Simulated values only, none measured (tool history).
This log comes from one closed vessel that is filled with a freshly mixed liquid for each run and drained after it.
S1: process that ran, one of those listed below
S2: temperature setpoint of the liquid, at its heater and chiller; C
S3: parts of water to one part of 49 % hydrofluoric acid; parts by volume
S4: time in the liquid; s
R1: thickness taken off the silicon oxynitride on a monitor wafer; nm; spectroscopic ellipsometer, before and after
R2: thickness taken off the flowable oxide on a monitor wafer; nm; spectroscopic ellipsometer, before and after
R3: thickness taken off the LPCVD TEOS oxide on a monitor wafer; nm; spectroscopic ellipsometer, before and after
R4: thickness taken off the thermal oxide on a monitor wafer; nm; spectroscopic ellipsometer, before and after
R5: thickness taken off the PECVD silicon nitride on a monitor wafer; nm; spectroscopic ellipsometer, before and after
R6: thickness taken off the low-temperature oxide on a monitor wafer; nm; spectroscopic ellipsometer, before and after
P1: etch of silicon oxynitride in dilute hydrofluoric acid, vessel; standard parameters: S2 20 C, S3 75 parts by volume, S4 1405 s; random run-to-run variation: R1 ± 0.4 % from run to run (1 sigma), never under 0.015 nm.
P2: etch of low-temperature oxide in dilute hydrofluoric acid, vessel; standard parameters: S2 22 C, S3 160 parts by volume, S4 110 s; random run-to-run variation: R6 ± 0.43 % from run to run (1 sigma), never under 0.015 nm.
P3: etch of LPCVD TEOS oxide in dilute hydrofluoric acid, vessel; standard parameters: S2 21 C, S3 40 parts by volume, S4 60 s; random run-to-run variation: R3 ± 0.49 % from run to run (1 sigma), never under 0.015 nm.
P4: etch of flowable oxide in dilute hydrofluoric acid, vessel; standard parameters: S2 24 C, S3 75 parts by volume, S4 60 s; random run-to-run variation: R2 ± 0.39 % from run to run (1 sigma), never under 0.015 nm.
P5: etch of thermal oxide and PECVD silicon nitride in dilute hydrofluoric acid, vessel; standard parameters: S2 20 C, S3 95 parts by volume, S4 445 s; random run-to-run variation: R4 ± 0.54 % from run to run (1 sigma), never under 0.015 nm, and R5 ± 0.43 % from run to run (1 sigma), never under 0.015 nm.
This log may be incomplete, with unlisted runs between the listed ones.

| run | hour | S1 | S2 | S3 | S4 | R1 | R2 | R3 | R4 | R5 | R6 |
|---|---|---|---|---|---|---|---|---|---|---|---|
| 1 | 7.5 | P1 | 20 | 75 | 1405 | 24.133 |  |  |  |  |  |
| 2 | 12.1 | P4 | 24 | 75 | 60 |  | 48.638 |  |  |  |  |
| 3 | 17.4 | P3 | 26 | 40 | 60 |  |  | 63.18 |  |  |  |
| 4 | 22.8 | P5 | 20 | 170 | 445 |  |  |  | 10.192 | 3.5882 |  |
| 5 | 29 | P1 | 20 | 75 | 1405 | 24.138 |  |  |  |  |  |
| 6 | 34.6 | P1 | 20 | 110 | 1405 | 15.997 |  |  |  |  |  |
| 7 | 44 | P4 | 24 | 75 | 60 |  | 48.486 |  |  |  |  |
| 8 | 53.7 | P1 | 20 | 75 | 1405 | 24.089 |  |  |  |  |  |
| 9 | 62.1 | P1 | 20 | 135 | 2060 | 18.807 |  |  |  |  |  |
| 10 | 68.2 | P1 | 27 | 75 | 1405 | 33.552 |  |  |  |  |  |
| 11 | 74.9 | P2 | 27 | 160 | 110 |  |  |  |  |  | 7.6166 |
| 12 | 82.8 | P2 | 22 | 160 | 110 |  |  |  |  |  | 6.2628 |
| 13 | 87.7 | P2 | 22 | 35 | 110 |  |  |  |  |  | 33.25 |
| 14 | 92.4 | P1 | 20 | 75 | 35 | 0.60773 |  |  |  |  |  |
| 15 | 97.8 | P3 | 21 | 40 | 30 |  |  | 25.369 |  |  |  |
| 16 | 104.7 | P1 | 20 | 75 | 1405 | 24.024 |  |  |  |  |  |
| 17 | 111.9 | P5 | 20 | 95 | 445 |  |  |  | 19.549 | 6.3335 |  |
| 18 | 118.9 | P1 | 20 | 75 | 1405 | 23.95 |  |  |  |  |  |
|  | 122.6 | hydrofluoric acid flow meter replaced |
| 19 | 123.1 | P1 | 20 | 20 | 1405 | 93.938 |  |  |  |  |  |
| 20 | 131.4 | P1 | 17 | 75 | 2140 | 31.595 |  |  |  |  |  |
| 21 | 139.5 | P5 | 17 | 95 | 445 |  |  |  | 17.504 | 5.1657 |  |
| 22 | 148.8 | P4 | 17.5 | 75 | 60 |  | 37.182 |  |  |  |  |
| 23 | 158.1 | P5 | 20 | 95 | 665 |  |  |  | 29.485 | 9.5055 |  |
| 24 | 163.1 | P4 | 24 | 20 | 60 |  | 196.48 |  |  |  |  |
| 25 | 170.9 | P2 | 22 | 160 | 45 |  |  |  |  |  | 2.5548 |
| 26 | 176.3 | P1 | 20 | 75 | 2250 | 38.61 |  |  |  |  |  |
| 27 | 185.9 | P3 | 21 | 40 | 60 |  |  | 50.886 |  |  |  |
| 28 | 192.3 | P3 | 21 | 20 | 60 |  |  | 105.24 |  |  |  |
| 29 | 198.9 | P2 | 22 | 160 | 110 |  |  |  |  |  | 6.2471 |
| 30 | 207.6 | P3 | 21 | 40 | 60 |  |  | 51.327 |  |  |  |
| 31 | 217 | P1 | 17 | 75 | 1405 | 20.712 |  |  |  |  |  |
| 32 | 221.8 | P4 | 24 | 75 | 30 |  | 24.384 |  |  |  |  |
| 33 | 226.5 | P1 | 20 | 75 | 1405 | 23.955 |  |  |  |  |  |
| 34 | 230.9 | P1 | 20 | 75 | 1405 | 23.942 |  |  |  |  |  |
| 35 | 235.5 | P1 | 20 | 75 | 1405 | 24.588 |  |  |  |  |  |

Predict the results of run 36:
| 36 | 240.1 | P1 | 20 | 75 | 1405 | ? |  |  |  |  |  |

Run 36 produced R1 24.856 nm.
